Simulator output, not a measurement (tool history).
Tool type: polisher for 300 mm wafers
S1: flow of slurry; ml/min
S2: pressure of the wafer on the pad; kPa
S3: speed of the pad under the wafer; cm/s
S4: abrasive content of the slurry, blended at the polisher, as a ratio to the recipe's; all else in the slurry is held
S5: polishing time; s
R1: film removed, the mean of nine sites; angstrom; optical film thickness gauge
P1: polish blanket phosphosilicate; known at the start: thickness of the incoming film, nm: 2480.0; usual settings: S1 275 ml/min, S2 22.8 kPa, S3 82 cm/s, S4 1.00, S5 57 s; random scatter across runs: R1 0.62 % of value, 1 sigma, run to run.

run,hour,S1,S2,S3,S4,S5,R1
1,10.8,275,22.8,82,1.00,57,4238.3
2,19.1,275,22.8,82,1.00,87,6420.3
3,26.6,170,22.8,82,1.00,57,3996.8
4,36.0,345,22.8,82,1.00,57,4380.6
# hour 45.4: conditioning disc replaced and pad reconditioned
5,46.8,275,22.8,82,1.00,57,4170.2
6,55.5,275,10.3,82,1.00,57,1920.6
7,66.2,275,22.8,82,1.35,57,4782.2
8,72.7,275,22.8,64,1.35,57,3909.0
9,83.6,275,35.2,82,1.00,57,6589.0
10,89.2,275,22.8,82,1.00,57,4221.1
11,97.8,275,22.8,126,1.00,57,5961.0
12,103.7,275,22.8,82,0.50,57,2924.6
13,112.0,275,22.8,82,1.00,26,1924.0
14,118.5,275,22.8,82,1.00,57,4249.4
15,126.1,275,22.8,82,1.00,57,4254.3
16,131.9,275,22.8,82,1.00,57,4242.8
17,142.2,275,22.8,114,1.00,31,2984.8
18,153.4,275,22.8,42,1.30,57,2804.9
19,160.1,275,22.8,40,1.00,57,2376.5
20,166.1,275,22.8,82,1.00,57,4275.9
21,171.7,275,22.8,82,1.00,57,4107.1
22,180.5,275,22.8,82,1.00,57,3993.3
23,189.8,275,22.8,82,1.00,57,3889.0
24,201.3,275,22.8,82,1.00,57,3777.3
# hour 203.8: head pressure recalibrated
# hour 208.5: conditioning disc replaced and pad reconditioned
25,210.8,275,22.8,82,1.00,57,3766.1
26,222.6,275,22.8,82,1.00,57,3717.8
27,230.1,275,22.8,82,1.00,57,3677.4
28,235.8,275,22.8,82,1.00,57,3703.8
29,244.0,275,22.8,82,1.00,57,3667.0
30,251.5,275,22.8,82,1.00,57,3715.1

Something has made what P1 gives creep away from where it was; the 2 causes below, each at its own stated size, fit the log equally well:
A: abrasive missing from the slurry, % = 24.5
B: removal rate lost through wear of the pad, % = 12.9
The gradual shift began around hour 166.1.
The rest of the possible causes, and what rules out each one:
slurry flow missing at the pad, %: 40 at the very most, moving R1 by -6.2 %, which is either too weak or the wrong sign
head's pressure below its setpoint, %: work on it at hour 203.8, done after the drift set in, did not restore what the process gave before
time polished since the conditioner stopped cutting, s: work on it at hour 208.5, done after the drift set in, did not restore what the process gave before

The 4 check runs listed below each average the results of 5 wafers, and their outcomes are marked with question marks. Under which run would the listed causes produce clearly different results?
check 1,259.0,275,22.8,120,1.00,41,?
check 2,259.0,275,12.4,82,1.00,32,?
check 3,259.0,275,22.8,126,1.00,57,?
check 4,259.0,275,22.8,82,1.35,69,?

What every check run would give for each of its results, assuming each possible cause in turn:
check,result,if A,if B
check 1,R1,3602.3,3600.4
check 2,R1,1130.9,1130.3
check 3,R1,5207.4,5204.7
check 4,R1,5174.3,5065.0
Separation of the two closest causes in each check, using whichever result separates them best: check 1 0.05 %; check 2 0.05 %; check 3 0.05 %; check 4 2.13 %
Check 4 tells the causes apart: in the others they would give nearly the same result.

Running check 4 produced the following: R1 5082.2 angstrom. Which one of the listed causes fits?

The cause is B: removal rate lost through wear of the pad, %.
